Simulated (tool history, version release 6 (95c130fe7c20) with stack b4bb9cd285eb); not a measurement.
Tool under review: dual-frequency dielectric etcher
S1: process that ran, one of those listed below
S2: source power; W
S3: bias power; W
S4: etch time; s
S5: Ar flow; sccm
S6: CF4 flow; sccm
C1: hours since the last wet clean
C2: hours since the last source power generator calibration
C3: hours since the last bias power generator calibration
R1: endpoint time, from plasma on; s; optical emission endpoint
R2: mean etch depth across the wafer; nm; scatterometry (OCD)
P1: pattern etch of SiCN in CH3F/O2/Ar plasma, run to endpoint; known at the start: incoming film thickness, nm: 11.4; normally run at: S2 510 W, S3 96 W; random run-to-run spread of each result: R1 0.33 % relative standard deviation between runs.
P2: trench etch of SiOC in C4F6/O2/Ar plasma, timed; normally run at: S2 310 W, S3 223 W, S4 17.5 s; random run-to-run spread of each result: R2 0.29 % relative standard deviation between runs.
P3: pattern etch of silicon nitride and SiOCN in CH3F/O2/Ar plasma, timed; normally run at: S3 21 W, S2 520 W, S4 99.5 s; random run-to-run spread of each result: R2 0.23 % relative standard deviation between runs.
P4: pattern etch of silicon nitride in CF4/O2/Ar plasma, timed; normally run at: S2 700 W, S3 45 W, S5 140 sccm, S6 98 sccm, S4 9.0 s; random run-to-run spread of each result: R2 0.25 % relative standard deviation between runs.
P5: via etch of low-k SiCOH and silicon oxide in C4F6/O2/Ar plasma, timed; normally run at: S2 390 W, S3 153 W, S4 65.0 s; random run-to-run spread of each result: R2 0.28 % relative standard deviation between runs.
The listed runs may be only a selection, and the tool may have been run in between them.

{"run": 1, "hour": 8.9, "S1": "P1", "S2": 510, "S3": 96, "C1": 118.4, "C2": 2182.9, "C3": 2061.3, "R1": 25.695}
{"run": 2, "hour": 21.7, "S1": "P2", "S2": 310, "S3": 223, "S4": 21.0, "C1": 131.2, "C2": 2195.7, "C3": 2074.1, "R2": 41.93}
{"run": 3, "hour": 29.4, "S1": "P5", "S2": 390, "S3": 153, "S4": 65.0, "C1": 138.9, "C2": 2203.4, "C3": 2081.8, "R2": 163.74}
{"run": 4, "hour": 40.5, "S1": "P3", "S2": 520, "S3": 21, "S4": 99.5, "C1": 150.0, "C2": 2214.5, "C3": 2092.9, "R2": 13.89}
{"run": 5, "hour": 48.1, "S1": "P2", "S2": 310, "S3": 223, "S4": 17.5, "C1": 157.6, "C2": 2222.1, "C3": 2100.5, "R2": 34.936}
{"run": 6, "hour": 58.8, "S1": "P1", "S2": 610, "S3": 58, "C1": 168.3, "C2": 2232.8, "C3": 2111.2, "R1": 28.589}
{"run": 7, "hour": 69.7, "S1": "P4", "S2": 700, "S3": 45, "S4": 9.0, "S5": 140, "S6": 123, "C1": 179.2, "C2": 2243.7, "C3": 2122.1, "R2": 21.244}
{"run": 8, "hour": 78.2, "S1": "P1", "S2": 510, "S3": 59, "C1": 187.7, "C2": 2252.2, "C3": 2130.6, "R1": 30.554}
{"run": 9, "hour": 91.0, "S1": "P5", "S2": 290, "S3": 153, "S4": 65.0, "C1": 200.5, "C2": 2265.0, "C3": 2143.4, "R2": 146.03}
{"run": 10, "hour": 99.6, "S1": "P1", "S2": 510, "S3": 96, "C1": 209.1, "C2": 2273.6, "C3": 2152.0, "R1": 25.622}
{"run": 11, "hour": 111.2, "S1": "P4", "S2": 700, "S3": 45, "S4": 9.0, "S5": 93, "S6": 98, "C1": 220.7, "C2": 2285.2, "C3": 2163.6, "R2": 21.881}
{"run": 12, "hour": 121.5, "S1": "P3", "S2": 520, "S3": 21, "S4": 68.0, "C1": 231.0, "C2": 2295.5, "C3": 2173.9, "R2": 9.4981}
{"run": 13, "hour": 129.2, "S1": "P5", "S2": 390, "S3": 102, "S4": 65.0, "C1": 238.7, "C2": 2303.2, "C3": 2181.6, "R2": 145.07}
{"run": 14, "hour": 136.6, "S1": "P1", "S2": 610, "S3": 96, "C1": 246.1, "C2": 2310.6, "C3": 2189.0, "R1": 24.153}
{"run": 15, "hour": 144.1, "S1": "P1", "S2": 510, "S3": 96, "C1": 253.6, "C2": 2318.1, "C3": 2196.5, "R1": 25.763}
{"run": 16, "hour": 152.2, "S1": "P5", "S2": 390, "S3": 153, "S4": 95.0, "C1": 261.7, "C2": 2326.2, "C3": 2204.6, "R2": 238.48}
{"run": 17, "hour": 162.3, "S1": "P1", "S2": 510, "S3": 115, "C1": 271.8, "C2": 2336.3, "C3": 2214.7, "R1": 23.948}
{"run": 18, "hour": 169.9, "S1": "P4", "S2": 700, "S3": 45, "S4": 9.0, "S5": 140, "S6": 98, "C1": 279.4, "C2": 2343.9, "C3": 2222.3, "R2": 20.656}
{"hour": 175.1, "done": "source power generator calibrated"}
{"run": 19, "hour": 177.0, "S1": "P3", "S2": 300, "S3": 21, "S4": 99.5, "C1": 286.5, "C2": 1.9, "C3": 2229.4, "R2": 11.458}
{"hour": 181.2, "done": "wet clean of the chamber"}
{"run": 20, "hour": 183.6, "S1": "P3", "S2": 520, "S3": 21, "S4": 99.5, "C1": 2.5, "C2": 8.5, "C3": 2236.0, "R2": 13.851}
{"run": 21, "hour": 190.0, "S1": "P1", "S2": 510, "S3": 96, "C1": 8.9, "C2": 14.9, "C3": 2242.4, "R1": 25.752}
{"run": 22, "hour": 199.8, "S1": "P4", "S2": 410, "S3": 45, "S4": 9.0, "S5": 140, "S6": 98, "C1": 18.7, "C2": 24.7, "C3": 2252.2, "R2": 12.954}
{"run": 23, "hour": 206.7, "S1": "P5", "S2": 390, "S3": 153, "S4": 65.0, "C1": 25.6, "C2": 31.6, "C3": 2259.1, "R2": 164.2}
{"run": 24, "hour": 215.2, "S1": "P4", "S2": 700, "S3": 45, "S4": 13.0, "S5": 140, "S6": 98, "C1": 34.1, "C2": 40.1, "C3": 2267.6, "R2": 29.941}
{"hour": 216.1, "done": "bias power generator calibrated"}
{"run": 25, "hour": 222.2, "S1": "P4", "S2": 700, "S3": 29, "S4": 9.0, "S5": 140, "S6": 98, "C1": 41.1, "C2": 47.1, "C3": 6.2, "R2": 17.729}
{"run": 26, "hour": 227.8, "S1": "P2", "S2": 310, "S3": 177, "S4": 17.5, "C1": 46.7, "C2": 52.7, "C3": 11.8, "R2": 32.439}
{"run": 27, "hour": 233.6, "S1": "P1", "S2": 340, "S3": 96, "C1": 52.5, "C2": 58.5, "C3": 17.6, "R1": 29.996}
{"run": 28, "hour": 241.5, "S1": "P2", "S2": 400, "S3": 223, "S4": 17.5, "C1": 60.4, "C2": 66.4, "C3": 25.5, "R2": 38.425}
{"run": 29, "hour": 250.4, "S1": "P4", "S2": 700, "S3": 45, "S4": 9.0, "S5": 140, "S6": 98, "C1": 69.3, "C2": 75.3, "C3": 34.4, "R2": 20.622}
{"run": 30, "hour": 256.2, "S1": "P1", "S2": 510, "S3": 96, "C1": 75.1, "C2": 81.1, "C3": 40.2, "R1": 25.852}
{"run": 31, "hour": 262.5, "S1": "P3", "S2": 520, "S3": 16, "S4": 99.5, "C1": 81.4, "C2": 87.4, "C3": 46.5, "R2": 12.379}
{"run": 32, "hour": 270.4, "S1": "P1", "S2": 510, "S3": 96, "C1": 89.3, "C2": 95.3, "C3": 54.4, "R1": 25.836}
{"run": 33, "hour": 277.1, "S1": "P1", "S2": 510, "S3": 96, "C1": 96.0, "C2": 102.0, "C3": 61.1, "R1": 25.844}
{"run": 34, "hour": 283.7, "S1": "P1", "S2": 510, "S3": 96, "C1": 102.6, "C2": 108.6, "C3": 67.7, "R1": 25.811}
{"run": 35, "hour": 289.8, "S1": "P1", "S2": 510, "S3": 96, "C1": 108.7, "C2": 114.7, "C3": 73.8, "R1": 26.108}
{"run": 36, "hour": 296.5, "S1": "P1", "S2": 510, "S3": 96, "C1": 115.4, "C2": 121.4, "C3": 80.5, "R1": 26.022}
{"hour": 301.1, "done": "wet clean of the chamber"}
{"run": 37, "hour": 307.3, "S1": "P1", "S2": 510, "S3": 96, "C1": 6.2, "C2": 132.2, "C3": 91.3, "R1": 26.099}
{"run": 38, "hour": 316.7, "S1": "P1", "S2": 510, "S3": 96, "C1": 15.6, "C2": 141.6, "C3": 100.7, "R1": 26.093}
{"run": 39, "hour": 327.1, "S1": "P1", "S2": 510, "S3": 96, "C1": 26.0, "C2": 152.0, "C3": 111.1, "R1": 26.159}

The log shows P1 creeping away from where it was. Any of the 2 causes listed here, at the size stated for it, fits the log just as well as the others:
A: source power that arrives under what is set, % = 4.36
B: bias power that arrives under what is set, % = 4.41
Creep in the process output first set in at about hour 270.4.
Ruled out, with reasons:
chamber walls in a state that lowers the etch rate, %: maintenance at hour 301.1, after the shift began, did not return the process to its former output

Listed below are the offered check runs, one wafer per run, with question marks in place of results. For which of them would the causes give clearly different outcomes?
{"run": "check 1", "hour": 337.5, "S1": "P3", "S2": 520, "S3": 21, "S4": 99.5, "R2": "?"}
{"run": "check 2", "hour": 337.5, "S1": "P2", "S2": 310, "S3": 223, "S4": 17.5, "R2": "?"}
{"run": "check 3", "hour": 337.5, "S1": "P5", "S2": 390, "S3": 153, "S4": 65.0, "R2": "?"}
{"run": "check 4", "hour": 337.5, "S1": "P4", "S2": 700, "S3": 45, "S4": 9.0, "S5": 140, "S6": 98, "R2": "?"}

What every check run would give for each of its results, assuming each possible cause in turn:
check=check_1 result=R2 if_A=13.6500 if_B=13.5990
check=check_2 result=R2 if_A=34.3440 if_B=34.4100
check=check_3 result=R2 if_A=160.6700 if_B=161.2900
check=check_4 result=R2 if_A=19.8740 if_B=20.3160
Distance between the nearest two causes, measured in the result of the check that separates them most: check 1 0.37 %; check 2 0.19 %; check 3 0.38 %; check 4 2.2 %
Check 4 distinguishes between the causes, while the remaining checks would return nearly the same result for all of them.

Then check 4 was run and gave: R2 19.8920 nm. Which cause is it?

Of the candidate causes, it is A: source power that arrives under what is set, %.

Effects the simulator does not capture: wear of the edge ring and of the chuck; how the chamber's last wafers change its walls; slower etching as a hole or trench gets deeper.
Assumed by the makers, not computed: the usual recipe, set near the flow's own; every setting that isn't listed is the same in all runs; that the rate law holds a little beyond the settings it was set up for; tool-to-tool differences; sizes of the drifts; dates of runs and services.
